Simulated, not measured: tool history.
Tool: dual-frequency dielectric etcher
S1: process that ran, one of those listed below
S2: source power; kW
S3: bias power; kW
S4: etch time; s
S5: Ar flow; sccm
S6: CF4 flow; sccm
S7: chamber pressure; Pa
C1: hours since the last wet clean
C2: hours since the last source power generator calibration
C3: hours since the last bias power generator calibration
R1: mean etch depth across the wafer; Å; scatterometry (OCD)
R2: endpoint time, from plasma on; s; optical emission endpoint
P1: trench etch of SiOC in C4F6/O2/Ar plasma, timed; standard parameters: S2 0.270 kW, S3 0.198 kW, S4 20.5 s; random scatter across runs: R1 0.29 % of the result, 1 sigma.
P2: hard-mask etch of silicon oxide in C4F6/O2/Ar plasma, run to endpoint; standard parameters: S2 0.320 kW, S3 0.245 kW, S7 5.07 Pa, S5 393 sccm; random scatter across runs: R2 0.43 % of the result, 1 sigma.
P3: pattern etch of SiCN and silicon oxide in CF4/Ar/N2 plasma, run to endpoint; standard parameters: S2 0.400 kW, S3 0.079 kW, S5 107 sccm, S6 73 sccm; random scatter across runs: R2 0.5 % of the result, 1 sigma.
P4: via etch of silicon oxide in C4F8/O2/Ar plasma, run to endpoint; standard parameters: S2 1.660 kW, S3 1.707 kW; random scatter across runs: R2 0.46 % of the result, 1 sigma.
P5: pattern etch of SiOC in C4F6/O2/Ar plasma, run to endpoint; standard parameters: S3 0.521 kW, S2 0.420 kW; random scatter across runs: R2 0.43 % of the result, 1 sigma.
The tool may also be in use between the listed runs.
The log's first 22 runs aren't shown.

run,hour,S1,S2,S3,S4,S5,S6,S7,C1,C2,C3,R1,R2
23,294.7,P5,0.420,0.521,,,,,250.4,818.8,54.7,,13.600
24,310.2,P1,0.270,0.198,20.5,,,,265.9,834.3,70.2,374.55,
25,325.6,P5,0.260,0.521,,,,,281.3,849.7,85.6,,16.176
26,341.7,P1,0.270,0.198,20.5,,,,297.4,865.8,101.7,376.25,
27,356.2,P1,0.270,0.198,20.5,,,,311.9,880.3,116.2,375.24,
28,372.0,P5,0.420,0.521,,,,,327.7,896.1,132.0,,13.607
29,386.1,P2,0.320,0.245,,393,,5.07,341.8,910.2,146.1,,73.931
30,395.0,P2,0.450,0.245,,393,,5.07,350.7,919.1,155.0,,64.736

The next listed run, before its measurement:
31,409.6,P4,2.190,1.707,,,,,365.3,933.7,169.6,,?

R2: 212.720 s

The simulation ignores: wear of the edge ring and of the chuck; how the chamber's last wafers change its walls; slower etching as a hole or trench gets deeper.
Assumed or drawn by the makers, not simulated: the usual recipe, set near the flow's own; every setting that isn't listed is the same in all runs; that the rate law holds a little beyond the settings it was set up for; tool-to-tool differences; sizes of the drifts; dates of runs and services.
